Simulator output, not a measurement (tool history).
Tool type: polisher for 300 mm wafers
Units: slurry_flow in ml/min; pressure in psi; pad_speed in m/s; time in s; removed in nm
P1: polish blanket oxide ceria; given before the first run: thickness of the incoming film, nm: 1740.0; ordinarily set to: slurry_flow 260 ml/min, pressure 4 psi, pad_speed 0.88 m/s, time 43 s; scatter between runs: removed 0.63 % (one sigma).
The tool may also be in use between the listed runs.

run	day	slurry_flow	pressure	pad_speed	time	wafers polished on this pad	hours since the slurry nozzle was cleaned	hours since the head pressure was calibrated	removed
1	0.221	260	4	0.88	43	1111	282.5	289.6	224.66
2	0.533	260	4	0.88	43	1196	290	297.1	223.57
3	0.95	260	4	0.88	43	1310	300	307.1	221.18
4	1.246	260	4	0.88	43	1391	307.1	314.2	221.78
5	1.525	260	2.4	0.88	43	1467	313.8	320.9	134.38
6	1.95	260	4	0.4	43	1584	324	331.1	100.59
7	2.233	385	4	0.88	30	1661	330.8	337.9	161.71
8	2.446	155	4	0.88	43	1719	335.9	343	208.82
# day 2.479: slurry nozzle cleaned
9	2.792	260	4	0.88	66	1814	7.6	351.3	345.06
10	3.167	260	4	0.88	19	1916	16.6	360.3	99.52
11	3.596	260	4	0.88	43	2033	26.9	370.6	224.47
12	3.967	260	4	0.88	43	2135	35.8	379.5	224.22
13	4.383	260	4	0.88	43	2249	45.8	389.5	224.05
14	4.704	260	5.9	0.88	43	2336	53.5	397.2	324.43
15	5.033	260	4	1.12	43	2426	61.4	405.1	285.13
16	5.321	375	4	0.88	43	2505	68.3	412	232.61
17	5.517	260	4	0.88	43	2558	73	416.7	222.88
18	5.95	260	4	0.88	43	2677	83.4	427.1	217.82

The next listed run, before its measurement:
19	6.258	260	4	0.88	43	2761	90.8	434.5	?

Run 19 measured removed 216.81 nm.

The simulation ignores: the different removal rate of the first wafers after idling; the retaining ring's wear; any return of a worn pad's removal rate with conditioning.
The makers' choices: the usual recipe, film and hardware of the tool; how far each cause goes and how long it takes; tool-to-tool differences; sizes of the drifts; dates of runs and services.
